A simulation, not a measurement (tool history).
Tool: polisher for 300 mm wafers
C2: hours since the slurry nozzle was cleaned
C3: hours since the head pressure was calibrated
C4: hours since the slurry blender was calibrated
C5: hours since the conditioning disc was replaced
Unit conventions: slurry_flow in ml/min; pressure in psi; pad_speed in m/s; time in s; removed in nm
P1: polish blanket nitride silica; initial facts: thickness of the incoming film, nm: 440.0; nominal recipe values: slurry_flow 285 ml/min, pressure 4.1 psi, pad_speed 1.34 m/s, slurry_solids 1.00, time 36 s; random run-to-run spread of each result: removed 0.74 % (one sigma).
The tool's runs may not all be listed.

{"run": 1, "hour": 12.2, "slurry_flow": 285, "pressure": 4.1, "pad_speed": 1.34, "slurry_solids": 1.0, "time": 36, "wafers polished on this pad": 837, "C2": 180.2, "C3": 825.3, "C4": 195.6, "C5": 103.0, "removed": 30.681}
{"run": 2, "hour": 25.9, "slurry_flow": 285, "pressure": 4.1, "pad_speed": 1.34, "slurry_solids": 1.0, "time": 55, "wafers polished on this pad": 966, "C2": 193.9, "C3": 839.0, "C4": 209.3, "C5": 116.7, "removed": 47.106}
{"run": 3, "hour": 36.6, "slurry_flow": 285, "pressure": 3.1, "pad_speed": 0.84, "slurry_solids": 1.0, "time": 36, "wafers polished on this pad": 1067, "C2": 204.6, "C3": 849.7, "C4": 220.0, "C5": 127.4, "removed": 15.666}
{"run": 4, "hour": 46.6, "slurry_flow": 285, "pressure": 4.1, "pad_speed": 1.34, "slurry_solids": 1.0, "time": 36, "wafers polished on this pad": 1161, "C2": 214.6, "C3": 859.7, "C4": 230.0, "C5": 137.4, "removed": 30.811}
{"run": 5, "hour": 61.4, "slurry_flow": 285, "pressure": 4.1, "pad_speed": 1.34, "slurry_solids": 0.55, "time": 36, "wafers polished on this pad": 1301, "C2": 229.4, "C3": 874.5, "C4": 244.8, "C5": 152.2, "removed": 22.241}
{"run": 6, "hour": 72.0, "slurry_flow": 285, "pressure": 4.1, "pad_speed": 0.72, "slurry_solids": 1.0, "time": 36, "wafers polished on this pad": 1401, "C2": 240.0, "C3": 885.1, "C4": 255.4, "C5": 162.8, "removed": 18.474}
{"run": 7, "hour": 86.6, "slurry_flow": 170, "pressure": 4.1, "pad_speed": 1.34, "slurry_solids": 1.0, "time": 36, "wafers polished on this pad": 1538, "C2": 254.6, "C3": 899.7, "C4": 270.0, "C5": 177.4, "removed": 28.627}
{"run": 8, "hour": 97.0, "slurry_flow": 285, "pressure": 4.1, "pad_speed": 1.34, "slurry_solids": 1.0, "time": 36, "wafers polished on this pad": 1636, "C2": 265.0, "C3": 910.1, "C4": 280.4, "C5": 187.8, "removed": 30.133}
{"run": 9, "hour": 105.5, "slurry_flow": 285, "pressure": 1.8, "pad_speed": 1.34, "slurry_solids": 1.0, "time": 36, "wafers polished on this pad": 1717, "C2": 273.5, "C3": 918.6, "C4": 288.9, "C5": 196.3, "removed": 13.137}
{"run": 10, "hour": 114.3, "slurry_flow": 285, "pressure": 4.1, "pad_speed": 1.34, "slurry_solids": 1.3, "time": 36, "wafers polished on this pad": 1799, "C2": 282.3, "C3": 927.4, "C4": 297.7, "C5": 205.1, "removed": 33.736}
{"run": 11, "hour": 125.3, "slurry_flow": 285, "pressure": 4.1, "pad_speed": 2.06, "slurry_solids": 1.0, "time": 36, "wafers polished on this pad": 1903, "C2": 293.3, "C3": 938.4, "C4": 308.7, "C5": 216.1, "removed": 42.88}
{"run": 12, "hour": 138.9, "slurry_flow": 285, "pressure": 4.1, "pad_speed": 1.34, "slurry_solids": 1.0, "time": 19, "wafers polished on this pad": 2031, "C2": 306.9, "C3": 952.0, "C4": 322.3, "C5": 229.7, "removed": 16.115}
{"run": 13, "hour": 150.7, "slurry_flow": 285, "pressure": 6.3, "pad_speed": 1.34, "slurry_solids": 1.0, "time": 36, "wafers polished on this pad": 2143, "C2": 318.7, "C3": 963.8, "C4": 334.1, "C5": 241.5, "removed": 47.163}
{"run": 14, "hour": 161.7, "slurry_flow": 285, "pressure": 4.1, "pad_speed": 1.34, "slurry_solids": 1.0, "time": 36, "wafers polished on this pad": 2246, "C2": 329.7, "C3": 974.8, "C4": 345.1, "C5": 252.5, "removed": 30.438}
{"run": 15, "hour": 171.2, "slurry_flow": 285, "pressure": 4.1, "pad_speed": 1.34, "slurry_solids": 1.0, "time": 36, "wafers polished on this pad": 2336, "C2": 339.2, "C3": 984.3, "C4": 354.6, "C5": 262.0, "removed": 30.789}
{"run": 16, "hour": 178.5, "slurry_flow": 415, "pressure": 4.1, "pad_speed": 1.34, "slurry_solids": 1.0, "time": 48, "wafers polished on this pad": 2405, "C2": 346.5, "C3": 991.6, "C4": 361.9, "C5": 269.3, "removed": 41.821}
{"hour": 183.2, "done": "slurry blender recalibrated"}
{"run": 17, "hour": 189.0, "slurry_flow": 445, "pressure": 4.1, "pad_speed": 1.34, "slurry_solids": 1.0, "time": 36, "wafers polished on this pad": 2504, "C2": 357.0, "C3": 1002.1, "C4": 5.8, "C5": 279.8, "removed": 31.238}
{"run": 18, "hour": 203.8, "slurry_flow": 285, "pressure": 4.1, "pad_speed": 1.34, "slurry_solids": 1.0, "time": 36, "wafers polished on this pad": 2643, "C2": 371.8, "C3": 1016.9, "C4": 20.6, "C5": 294.6, "removed": 30.613}
{"run": 19, "hour": 212.6, "slurry_flow": 285, "pressure": 4.1, "pad_speed": 1.34, "slurry_solids": 1.0, "time": 36, "wafers polished on this pad": 2726, "C2": 380.6, "C3": 1025.7, "C4": 29.4, "C5": 303.4, "removed": 30.296}
{"run": 20, "hour": 220.2, "slurry_flow": 285, "pressure": 4.1, "pad_speed": 1.34, "slurry_solids": 1.0, "time": 36, "wafers polished on this pad": 2798, "C2": 388.2, "C3": 1033.3, "C4": 37.0, "C5": 311.0, "removed": 29.828}
{"run": 21, "hour": 235.3, "slurry_flow": 285, "pressure": 4.1, "pad_speed": 1.34, "slurry_solids": 1.0, "time": 36, "wafers polished on this pad": 2940, "C2": 403.3, "C3": 1048.4, "C4": 52.1, "C5": 326.1, "removed": 28.235}
{"run": 22, "hour": 244.1, "slurry_flow": 285, "pressure": 4.1, "pad_speed": 1.34, "slurry_solids": 1.0, "time": 36, "wafers polished on this pad": 3023, "C2": 412.1, "C3": 1057.2, "C4": 60.9, "C5": 334.9, "removed": 27.968}
{"run": 23, "hour": 251.6, "slurry_flow": 285, "pressure": 4.1, "pad_speed": 1.34, "slurry_solids": 1.0, "time": 36, "wafers polished on this pad": 3093, "C2": 419.6, "C3": 1064.7, "C4": 68.4, "C5": 342.4, "removed": 27.282}
{"run": 24, "hour": 263.6, "slurry_flow": 285, "pressure": 4.1, "pad_speed": 1.34, "slurry_solids": 1.0, "time": 36, "wafers polished on this pad": 3207, "C2": 431.6, "C3": 1076.7, "C4": 80.4, "C5": 354.4, "removed": 27.002}
{"hour": 273.4, "done": "head pressure recalibrated"}
{"run": 25, "hour": 276.3, "slurry_flow": 285, "pressure": 4.1, "pad_speed": 1.34, "slurry_solids": 1.0, "time": 36, "wafers polished on this pad": 3326, "C2": 444.3, "C3": 2.9, "C4": 93.1, "C5": 367.1, "removed": 26.664}
{"run": 26, "hour": 290.7, "slurry_flow": 285, "pressure": 4.1, "pad_speed": 1.34, "slurry_solids": 1.0, "time": 36, "wafers polished on this pad": 3462, "C2": 458.7, "C3": 17.3, "C4": 107.5, "C5": 381.5, "removed": 26.612}
{"hour": 295.0, "done": "conditioning disc replaced and pad reconditioned"}
{"run": 27, "hour": 306.1, "slurry_flow": 285, "pressure": 4.1, "pad_speed": 1.34, "slurry_solids": 1.0, "time": 36, "wafers polished on this pad": 3607, "C2": 474.1, "C3": 32.7, "C4": 122.9, "C5": 11.2, "removed": 26.349}
{"run": 28, "hour": 319.6, "slurry_flow": 285, "pressure": 4.1, "pad_speed": 1.34, "slurry_solids": 1.0, "time": 36, "wafers polished on this pad": 3734, "C2": 487.6, "C3": 46.2, "C4": 136.4, "C5": 24.7, "removed": 26.15}
{"run": 29, "hour": 327.2, "slurry_flow": 285, "pressure": 4.1, "pad_speed": 1.34, "slurry_solids": 1.0, "time": 36, "wafers polished on this pad": 3806, "C2": 495.2, "C3": 53.8, "C4": 144.0, "C5": 32.3, "removed": 26.504}

The output of P1 has drifted from where it used to be. Each of the 2 causes below, taken at the size shown beside it, accounts for the log equally well:
A: removal rate lost through wear of the pad, % = 13.6
B: abrasive missing from the slurry, % = 25.7
The onset of the drift is placed at about hour 212.6.
What rules out each remaining cause:
slurry flow missing at the pad, %: capped at 40; at that size removed would change by -6 %, too little to explain the creep or opposite to it
head's pressure below its setpoint, %: serviced after onset, at hour 273.4, with no recovery of the prior output
time polished since the conditioner stopped cutting, s: serviced after onset, at hour 295.0, with no recovery of the prior output

Which of the 4 check runs listed below, each an average over 2 wafers with its results shown as question marks, gives clearly different results under the different listed causes?
{"run": "check 1", "hour": 334.8, "slurry_flow": 285, "pressure": 4.1, "pad_speed": 2.02, "slurry_solids": 0.85, "time": 36, "removed": "?"}
{"run": "check 2", "hour": 334.8, "slurry_flow": 285, "pressure": 2.6, "pad_speed": 1.34, "slurry_solids": 1.0, "time": 23, "removed": "?"}
{"run": "check 3", "hour": 334.8, "slurry_flow": 435, "pressure": 4.1, "pad_speed": 1.34, "slurry_solids": 1.0, "time": 46, "removed": "?"}
{"run": "check 4", "hour": 334.8, "slurry_flow": 285, "pressure": 4.1, "pad_speed": 1.34, "slurry_solids": 0.55, "time": 36, "removed": "?"}

What each check would give under each cause:
check=check_1 result=removed if_A=33.885 if_B=33.485
check=check_2 result=removed if_A=10.679 if_B=10.681
check=check_3 result=removed if_A=34.805 if_B=34.810
check=check_4 result=removed if_A=19.213 if_B=18.403
Minimum pairwise separation of causes per check, each pair taken at its best-separating result: check 1 1.19 %; check 2 0.02 %; check 3 0.02 %; check 4 4.31 %
The other checks would show nearly matching results whichever cause is true, so check 4 is the only one that separates the causes.

Then check 4 was run and gave: removed 18.290 nm. Which cause is it?

It was cause B: abrasive missing from the slurry, %.
